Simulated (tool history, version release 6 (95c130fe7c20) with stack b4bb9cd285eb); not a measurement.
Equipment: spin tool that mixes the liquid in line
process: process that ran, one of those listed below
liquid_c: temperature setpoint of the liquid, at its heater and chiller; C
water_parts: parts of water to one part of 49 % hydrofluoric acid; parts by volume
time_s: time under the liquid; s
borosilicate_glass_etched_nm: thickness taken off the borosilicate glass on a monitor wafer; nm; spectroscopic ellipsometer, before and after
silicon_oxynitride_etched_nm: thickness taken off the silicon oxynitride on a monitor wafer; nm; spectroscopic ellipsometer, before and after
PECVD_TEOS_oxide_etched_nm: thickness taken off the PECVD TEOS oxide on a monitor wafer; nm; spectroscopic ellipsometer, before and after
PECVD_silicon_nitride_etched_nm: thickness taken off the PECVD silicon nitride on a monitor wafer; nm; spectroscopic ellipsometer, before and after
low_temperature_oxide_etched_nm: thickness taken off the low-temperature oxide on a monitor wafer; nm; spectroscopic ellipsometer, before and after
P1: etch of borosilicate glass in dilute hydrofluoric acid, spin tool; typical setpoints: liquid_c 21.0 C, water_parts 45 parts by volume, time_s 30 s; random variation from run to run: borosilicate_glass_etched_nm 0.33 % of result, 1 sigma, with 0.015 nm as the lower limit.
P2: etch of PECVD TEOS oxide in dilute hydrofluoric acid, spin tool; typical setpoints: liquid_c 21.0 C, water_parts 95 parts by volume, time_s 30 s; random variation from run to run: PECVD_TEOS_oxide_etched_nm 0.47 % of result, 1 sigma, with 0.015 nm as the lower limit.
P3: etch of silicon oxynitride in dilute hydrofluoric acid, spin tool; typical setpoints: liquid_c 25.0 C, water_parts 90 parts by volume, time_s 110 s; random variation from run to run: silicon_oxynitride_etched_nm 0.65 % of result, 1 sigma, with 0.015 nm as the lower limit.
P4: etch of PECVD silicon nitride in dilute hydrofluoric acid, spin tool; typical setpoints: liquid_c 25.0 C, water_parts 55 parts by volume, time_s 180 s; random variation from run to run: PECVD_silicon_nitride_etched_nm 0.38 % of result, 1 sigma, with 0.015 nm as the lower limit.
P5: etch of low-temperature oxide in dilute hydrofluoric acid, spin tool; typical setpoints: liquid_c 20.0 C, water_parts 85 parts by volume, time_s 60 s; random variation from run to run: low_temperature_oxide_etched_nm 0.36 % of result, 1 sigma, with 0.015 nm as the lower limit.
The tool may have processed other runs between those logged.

run   hour  process  liquid_c  water_parts  time_s  hours since the thermometer was replaced  hours since the hydrofluoric acid flow meter was replaced  borosilicate_glass_etched_nm  silicon_oxynitride_etched_nm  PECVD_TEOS_oxide_etched_nm  PECVD_silicon_nitride_etched_nm  low_temperature_oxide_etched_nm
  1   15.4       P1      21.0           45      30                                     238.8                                                      622.0                        20.598
  2   27.5       P1      25.5           45      15                                     250.9                                                      634.1                        12.379
  3   35.0       P1      25.0           45      30                                     258.4                                                      641.6                        24.432
  4   49.8       P3      20.0           90     110                                     273.2                                                      656.4                                                      3.3236
  5   62.8       P1      21.0           45      30                                     286.2                                                      669.4                        20.467
  6   72.1       P1      21.0           45      30                                     295.5                                                      678.7                        20.692
  7   81.0       P1      21.0           20      30                                     304.4                                                      687.6                        47.636
  8   96.0       P2      28.5           95      30                                     319.4                                                      702.6                                                                                  9.4766
  9  106.2       P4      32.5           55     180                                     329.6                                                      712.8                                                                                                                   32.694
 10  118.4       P5      20.0           85      35                                     341.8                                                      725.0                                                                                                                                                    4.1545
 11  126.3       P3      25.0           90     110                                     349.7                                                      732.9                                                      4.2052
 12  138.3       P4      25.0           55     285                                     361.7                                                      744.9                                                                                                                   31.985
 13  146.0       P4      25.0           55     180                                     369.4                                                      752.6                                                                                                                   19.990
 14  160.1       P4      25.0           55     180                                     383.5                                                      766.7                                                                                                                   19.967
 15  174.8       P5      20.0          115      60                                     398.2                                                      781.4                                                                                                                                                    5.1109
 16  187.7       P1      21.0           45      30                                     411.1                                                      794.3                        20.644
 17  199.5       P3      25.0          130     110                                     422.9                                                      806.1                                                      2.8225
 18  211.9       P1      21.0           45      30                                     435.3                                                      818.5                        20.665
 19  222.2       P1      17.0           45      30                                     445.6                                                      828.8                        17.369
 20  236.2       P1      21.0           45      15                                     459.6                                                      842.8                        10.217
 21  249.0       P1      28.0           30      30                                     472.4                                                      855.6                        42.144
 22  264.3       P1      21.0           70      30                                     487.7                                                      870.9                        12.906
 23  277.0       P2      21.0           35      30                                     500.4                                                      883.6                                                                                 20.4490
 24  293.9       P4      25.0           90     180                                     517.3                                                      900.5                                                                                                                   12.303
 25  303.8       P5      20.0           85      60                                     527.2                                                      910.4                                                                                                                                                    7.1143
 26  315.8       P2      21.0           95      30                                     539.2                                                      922.4                                                                                  7.0258
 27  325.4       P5      25.5           85      60                                     548.8                                                      932.0                                                                                                                                                    8.8761
 28  338.0       P2      21.0           95      50                                     561.4                                                      944.6                                                                                 11.6710

Run 29 has not been measured yet. What should we expect?
 29  353.4       P1      21.0           45      50                                     576.8                                                      960.0                             ?

borosilicate_glass_etched_nm: 34.294 nm
